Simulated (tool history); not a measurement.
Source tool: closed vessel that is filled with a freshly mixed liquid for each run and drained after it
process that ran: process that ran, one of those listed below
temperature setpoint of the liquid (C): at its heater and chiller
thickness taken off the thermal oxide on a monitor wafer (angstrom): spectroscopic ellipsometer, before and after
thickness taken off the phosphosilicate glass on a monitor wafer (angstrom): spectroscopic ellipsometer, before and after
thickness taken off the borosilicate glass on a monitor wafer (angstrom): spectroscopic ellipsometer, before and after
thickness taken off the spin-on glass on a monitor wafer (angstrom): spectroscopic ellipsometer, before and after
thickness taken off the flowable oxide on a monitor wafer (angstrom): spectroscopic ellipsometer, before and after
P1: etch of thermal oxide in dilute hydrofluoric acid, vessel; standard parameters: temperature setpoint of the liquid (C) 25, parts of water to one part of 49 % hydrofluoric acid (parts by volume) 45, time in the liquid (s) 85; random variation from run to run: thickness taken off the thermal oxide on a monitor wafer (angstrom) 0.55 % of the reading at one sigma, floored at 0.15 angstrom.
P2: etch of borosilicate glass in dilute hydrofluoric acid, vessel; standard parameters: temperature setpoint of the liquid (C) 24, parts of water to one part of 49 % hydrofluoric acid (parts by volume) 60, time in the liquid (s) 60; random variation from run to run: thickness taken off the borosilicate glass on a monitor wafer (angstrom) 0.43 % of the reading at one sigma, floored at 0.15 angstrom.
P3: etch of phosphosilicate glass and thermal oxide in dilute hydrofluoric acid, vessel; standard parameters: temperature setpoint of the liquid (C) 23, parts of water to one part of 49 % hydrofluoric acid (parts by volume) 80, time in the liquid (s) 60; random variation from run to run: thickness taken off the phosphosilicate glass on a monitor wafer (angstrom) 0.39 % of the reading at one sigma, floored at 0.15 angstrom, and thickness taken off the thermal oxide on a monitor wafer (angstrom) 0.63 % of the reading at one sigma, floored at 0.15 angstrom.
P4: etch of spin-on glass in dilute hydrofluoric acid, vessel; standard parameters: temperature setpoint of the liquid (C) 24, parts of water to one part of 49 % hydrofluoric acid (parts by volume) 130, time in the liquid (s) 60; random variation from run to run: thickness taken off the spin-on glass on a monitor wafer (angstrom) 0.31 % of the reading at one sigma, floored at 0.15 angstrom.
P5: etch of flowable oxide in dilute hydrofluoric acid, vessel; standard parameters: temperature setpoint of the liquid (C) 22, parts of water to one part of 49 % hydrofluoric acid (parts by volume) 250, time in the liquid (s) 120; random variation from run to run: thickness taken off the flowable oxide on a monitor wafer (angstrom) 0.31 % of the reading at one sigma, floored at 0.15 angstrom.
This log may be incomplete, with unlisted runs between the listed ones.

| run | hour | process that ran | temperature setpoint of the liquid (C) | parts of water to one part of 49 % hydrofluoric acid (parts by volume) | time in the liquid (s) | hours since the thermometer was replaced | hours since the hydrofluoric acid flow meter was replaced | thickness taken off the thermal oxide on a monitor wafer (angstrom) | thickness taken off the phosphosilicate glass on a monitor wafer (angstrom) | thickness taken off the borosilicate glass on a monitor wafer (angstrom) | thickness taken off the spin-on glass on a monitor wafer (angstrom) | thickness taken off the flowable oxide on a monitor wafer (angstrom) |
|---|---|---|---|---|---|---|---|---|---|---|---|---|
| 1 | 5.8 | P1 | 25 | 45 | 85 | 177.2 | 323.4 | 102.14 |  |  |  |  |
| 2 | 9.5 | P1 | 25 | 45 | 85 | 180.9 | 327.1 | 102.14 |  |  |  |  |
| 3 | 14.4 | P3 | 23 | 80 | 115 | 185.8 | 332 | 66.387 | 1410.5 |  |  |  |
| 4 | 18.1 | P1 | 25 | 45 | 30 | 189.5 | 335.7 | 35.848 |  |  |  |  |
| 5 | 24.3 | P1 | 31 | 75 | 85 | 195.7 | 341.9 | 74.13 |  |  |  |  |
| 6 | 29.2 | P2 | 24 | 60 | 30 | 200.6 | 346.8 |  |  | 193.79 |  |  |
| 7 | 32.9 | P1 | 25 | 45 | 150 | 204.3 | 350.5 | 179.75 |  |  |  |  |
| 8 | 38.2 | P1 | 25 | 30 | 30 | 209.6 | 355.8 | 54.965 |  |  |  |  |
| 9 | 44.6 | P1 | 32.5 | 45 | 85 | 216 | 362.2 | 138.41 |  |  |  |  |
| 10 | 48.2 | P1 | 25 | 45 | 85 | 219.6 | 365.8 | 102.31 |  |  |  |  |
| 11 | 51.4 | P4 | 24 | 195 | 60 | 222.8 | 369 |  |  |  | 69.187 |  |
| 12 | 58.1 | P2 | 31 | 60 | 60 | 229.5 | 375.7 |  |  | 514.4 |  |  |
| 13 | 64.8 | P5 | 17 | 250 | 120 | 236.2 | 382.4 |  |  |  |  | 135.28 |
| 14 | 69.7 | P1 | 18 | 45 | 85 | 241.1 | 387.3 | 75.358 |  |  |  |  |
| 15 | 74.7 | P2 | 24 | 60 | 60 | 246.1 | 392.3 |  |  | 389.71 |  |  |
| 16 | 80.8 | P1 | 25 | 45 | 85 | 252.2 | 398.4 | 103.19 |  |  |  |  |
| 17 | 87.1 | P5 | 22 | 250 | 120 | 258.5 | 404.7 |  |  |  |  | 162.53 |
| 18 | 92.6 | P3 | 30 | 80 | 60 | 264 | 410.2 | 45.937 | 955.43 |  |  |  |
| 19 | 96.9 | P1 | 25 | 20 | 85 | 268.3 | 414.5 | 237.53 |  |  |  |  |
| 20 | 101.7 | P5 | 22 | 250 | 230 | 273.1 | 419.3 |  |  |  |  | 313.63 |
| 21 | 108 | P3 | 23 | 80 | 60 | 279.4 | 425.6 | 34.612 | 729.33 |  |  |  |
| 22 | 113.6 | P3 | 23 | 50 | 60 | 285 | 431.2 | 57.859 | 1223.2 |  |  |  |
| 23 | 119.5 | P2 | 24 | 100 | 60 | 290.9 | 437.1 |  |  | 224.12 |  |  |
| 24 | 124.6 | P4 | 24 | 130 | 60 | 296 | 442.2 |  |  |  | 111.09 |  |
|  | 124.7 | thermometer replaced |
| 25 | 128.6 | P4 | 24 | 130 | 30 | 3.9 | 446.2 |  |  |  | 55.483 |  |
| 26 | 131.6 | P1 | 25 | 45 | 85 | 6.9 | 449.2 | 101.97 |  |  |  |  |
| 27 | 134.9 | P1 | 25 | 45 | 85 | 10.2 | 452.5 | 102.08 |  |  |  |  |
| 28 | 141.2 | P1 | 19.5 | 45 | 30 | 16.5 | 458.8 | 28.67 |  |  |  |  |
| 29 | 145.8 | P1 | 25 | 45 | 85 | 21.1 | 463.4 | 102.33 |  |  |  |  |
| 30 | 149.1 | P5 | 22 | 420 | 120 | 24.4 | 466.7 |  |  |  |  | 83.467 |
| 31 | 155.6 | P1 | 25 | 60 | 85 | 30.9 | 473.2 | 74.953 |  |  |  |  |
| 32 | 160.9 | P4 | 17 | 130 | 60 | 36.2 | 478.5 |  |  |  | 83.797 |  |
| 33 | 165.7 | P1 | 25 | 45 | 85 | 41 | 483.3 | 102.34 |  |  |  |  |
| 34 | 168.8 | P1 | 25 | 45 | 85 | 44.1 | 486.4 | 102 |  |  |  |  |
| 35 | 175.8 | P1 | 25 | 45 | 85 | 51.1 | 493.4 | 98.746 |  |  |  |  |
| 36 | 180.6 | P1 | 25 | 45 | 85 | 55.9 | 498.2 | 97.396 |  |  |  |  |
| 37 | 184.8 | P1 | 25 | 45 | 85 | 60.1 | 502.4 | 95.949 |  |  |  |  |
| 38 | 191.7 | P1 | 25 | 45 | 85 | 67 | 509.3 | 96.096 |  |  |  |  |
| 39 | 198.3 | P1 | 25 | 45 | 85 | 73.6 | 515.9 | 96.382 |  |  |  |  |
| 40 | 201.5 | P1 | 25 | 45 | 85 | 76.8 | 519.1 | 95.818 |  |  |  |  |

What will run 41 give?
| 41 | 205.6 | P1 | 25 | 45 | 85 | 80.9 | 523.2 | ? |  |  |  |  |

Run 41 measured thickness taken off the thermal oxide on a monitor wafer (angstrom) 94.831.

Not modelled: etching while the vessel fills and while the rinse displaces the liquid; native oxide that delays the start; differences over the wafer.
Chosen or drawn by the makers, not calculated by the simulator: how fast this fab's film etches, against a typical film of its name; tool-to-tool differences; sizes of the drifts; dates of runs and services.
